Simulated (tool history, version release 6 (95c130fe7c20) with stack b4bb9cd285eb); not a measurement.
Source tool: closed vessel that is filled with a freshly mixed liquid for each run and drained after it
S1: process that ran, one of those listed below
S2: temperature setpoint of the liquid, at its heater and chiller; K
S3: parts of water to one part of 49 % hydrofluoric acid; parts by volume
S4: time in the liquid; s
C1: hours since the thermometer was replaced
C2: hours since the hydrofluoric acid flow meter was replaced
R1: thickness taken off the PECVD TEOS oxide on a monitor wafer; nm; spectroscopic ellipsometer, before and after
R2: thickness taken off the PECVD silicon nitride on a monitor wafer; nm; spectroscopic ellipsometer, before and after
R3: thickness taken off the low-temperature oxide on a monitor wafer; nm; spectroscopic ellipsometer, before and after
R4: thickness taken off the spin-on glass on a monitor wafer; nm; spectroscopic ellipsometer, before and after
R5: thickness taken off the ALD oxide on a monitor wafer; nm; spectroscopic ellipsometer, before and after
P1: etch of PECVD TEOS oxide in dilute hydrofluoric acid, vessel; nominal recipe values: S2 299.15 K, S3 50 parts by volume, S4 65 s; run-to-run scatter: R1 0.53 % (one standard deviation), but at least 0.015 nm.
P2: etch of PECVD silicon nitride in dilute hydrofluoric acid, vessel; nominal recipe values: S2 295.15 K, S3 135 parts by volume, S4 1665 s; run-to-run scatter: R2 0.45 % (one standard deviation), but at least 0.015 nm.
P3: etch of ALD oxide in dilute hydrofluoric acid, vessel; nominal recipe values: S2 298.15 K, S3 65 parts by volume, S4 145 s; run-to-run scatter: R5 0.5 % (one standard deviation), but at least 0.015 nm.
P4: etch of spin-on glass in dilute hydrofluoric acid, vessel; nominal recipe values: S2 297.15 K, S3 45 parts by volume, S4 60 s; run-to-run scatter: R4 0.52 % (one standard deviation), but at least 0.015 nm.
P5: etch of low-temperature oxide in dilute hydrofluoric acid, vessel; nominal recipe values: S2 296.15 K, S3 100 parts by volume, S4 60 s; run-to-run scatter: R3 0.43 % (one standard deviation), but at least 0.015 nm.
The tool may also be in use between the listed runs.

run 1 day=0.158 | S1=P1 S2=299.15 S3=50 S4=65 | C1=638.4 C2=379.7 | R1=20.728
run 2 day=0.425 | S1=P1 S2=299.15 S3=50 S4=105 | C1=644.8 C2=386.1 | R1=33.572
run 3 day=0.65 | S1=P2 S2=301.65 S3=135 S4=1665 | C1=650.2 C2=391.5 | R2=78.338
run 4 day=0.838 | S1=P5 S2=290.15 S3=100 S4=60 | C1=654.7 C2=396 | R3=11.193
run 5 day=1.05 | S1=P1 S2=299.15 S3=50 S4=65 | C1=659.8 C2=401.1 | R1=20.828
run 6 day=1.371 | S1=P4 S2=297.15 S3=45 S4=95 | C1=667.5 C2=408.8 | R4=93.995
run 7 day=1.7 | S1=P1 S2=299.15 S3=50 S4=65 | C1=675.4 C2=416.7 | R1=20.867
run 8 day=1.946 | S1=P1 S2=299.15 S3=70 S4=65 | C1=681.3 C2=422.6 | R1=14.476
run 9 day=2.208 | S1=P3 S2=298.15 S3=65 S4=145 | C1=687.6 C2=428.9 | R5=24.48
run 10 day=2.542 | S1=P1 S2=299.15 S3=20 S4=30 | C1=695.6 C2=436.9 | R1=25.032
run 11 day=2.808 | S1=P1 S2=303.65 S3=50 S4=65 | C1=702 C2=443.3 | R1=24.91
run 12 day=3.054 | S1=P1 S2=299.15 S3=50 S4=65 | C1=707.9 C2=449.2 | R1=20.874
run 13 day=3.367 | S1=P4 S2=305.65 S3=45 S4=60 | C1=715.4 C2=456.7 | R4=83.56
run 14 day=3.608 | S1=P3 S2=298.15 S3=65 S4=270 | C1=721.2 C2=462.5 | R5=44.697
run 15 day=3.917 | S1=P5 S2=296.15 S3=100 S4=60 | C1=728.6 C2=469.9 | R3=14.28
run 16 day=4.258 | S1=P2 S2=295.15 S3=135 S4=330 | C1=736.8 C2=478.1 | R2=10.231
run 17 day=4.579 | S1=P1 S2=299.15 S3=50 S4=30 | C1=744.5 C2=485.8 | R1=9.6142
run 18 day=4.825 | S1=P4 S2=297.15 S3=45 S4=60 | C1=750.4 C2=491.7 | R4=59.843
-- day=5.158 thermometer replaced
run 19 day=5.167 | S1=P5 S2=296.15 S3=100 S4=90 | C1=0.3 C2=499.9 | R3=21.427
run 20 day=5.4 | S1=P2 S2=295.15 S3=135 S4=1665 | C1=5.9 C2=505.5 | R2=51.687
run 21 day=5.729 | S1=P4 S2=297.15 S3=45 S4=60 | C1=13.8 C2=513.4 | R4=59.146
run 22 day=5.921 | S1=P3 S2=305.65 S3=65 S4=145 | C1=18.4 C2=518 | R5=32.495
run 23 day=6.25 | S1=P2 S2=295.15 S3=205 S4=1665 | C1=26.3 C2=525.9 | R2=34.441
run 24 day=6.5 | S1=P3 S2=298.15 S3=110 S4=145 | C1=32.3 C2=531.9 | R5=13.57
run 25 day=6.796 | S1=P5 S2=296.15 S3=100 S4=60 | C1=39.4 C2=539 | R3=14.314
run 26 day=7.075 | S1=P1 S2=299.15 S3=50 S4=65 | C1=46.1 C2=545.7 | R1=20.752
run 27 day=7.308 | S1=P1 S2=294.65 S3=50 S4=65 | C1=51.7 C2=551.3 | R1=17.44
run 28 day=7.554 | S1=P2 S2=295.15 S3=135 S4=1665 | C1=57.6 C2=557.2 | R2=51.392
run 29 day=7.883 | S1=P3 S2=298.15 S3=65 S4=145 | C1=65.5 C2=565.1 | R5=24.39
run 30 day=8.188 | S1=P4 S2=297.15 S3=25 S4=60 | C1=72.8 C2=572.4 | R4=109.89
run 31 day=8.4 | S1=P5 S2=296.15 S3=60 S4=60 | C1=77.9 C2=577.5 | R3=25.006
run 32 day=8.646 | S1=P1 S2=299.15 S3=30 S4=65 | C1=83.8 C2=583.4 | R1=35.566
run 33 day=8.962 | S1=P1 S2=299.15 S3=50 S4=65 | C1=91.4 C2=591 | R1=20.869
run 34 day=9.138 | S1=P1 S2=299.15 S3=50 S4=65 | C1=95.6 C2=595.2 | R1=20.357
run 35 day=9.412 | S1=P1 S2=299.15 S3=50 S4=65 | C1=102.2 C2=601.8 | R1=20.045
run 36 day=9.712 | S1=P1 S2=299.15 S3=50 S4=65 | C1=109.4 C2=609 | R1=19.901
run 37 day=10.05 | S1=P1 S2=299.15 S3=50 S4=65 | C1=117.5 C2=617.1 | R1=19.462
run 38 day=10.338 | S1=P1 S2=299.15 S3=50 S4=65 | C1=124.4 C2=624 | R1=19.622
run 39 day=10.596 | S1=P1 S2=299.15 S3=50 S4=65 | C1=130.6 C2=630.2 | R1=19.392
run 40 day=10.754 | S1=P1 S2=299.15 S3=50 S4=65 | C1=134.4 C2=634 | R1=19.476
run 41 day=10.938 | S1=P1 S2=299.15 S3=50 S4=65 | C1=138.8 C2=638.4 | R1=19.334

The log shows P1 creeping away from where it was. Any of the 2 causes listed here, at the size stated for it, fits the log just as well as the others:
A: hydrofluoric acid flow below the setpoint (%) = 6.06
B: liquid colder than its thermometer reads (K) = 1.65
Creep in the process output first set in at about day 8.962.

Of the 4 check runs listed below, each run on one wafer and each result written as a question mark, which would let you distinguish the listed causes because they would give clearly different results?
run check 1 day=11.121 | S1=P2 S2=295.15 S3=135 S4=1665 | R2=?
run check 2 day=11.121 | S1=P5 S2=296.15 S3=100 S4=60 | R3=?
run check 3 day=11.121 | S1=P3 S2=298.15 S3=65 S4=145 | R5=?
run check 4 day=11.121 | S1=P4 S2=297.15 S3=45 S4=60 | R4=?

How each check would come out, cause by cause:
check=check_1 result=R2 if_A=48.708 if_B=46.409
check=check_2 result=R3 if_A=13.313 if_B=13.363
check=check_3 result=R5 if_A=22.627 if_B=22.65
check=check_4 result=R4 if_A=55.842 if_B=55.714
Minimum pairwise separation of causes per check, each pair taken at its best-separating result: check 1 4.84 %; check 2 0.37 %; check 3 0.1 %; check 4 0.23 %
Only in check 1 would the causes give clearly different results; in the remaining checks their results would be nearly the same.

After running check 1, the following was obtained: R2 46.172 nm. Which cause does this point to?

It was cause B: liquid colder than its thermometer reads (K).
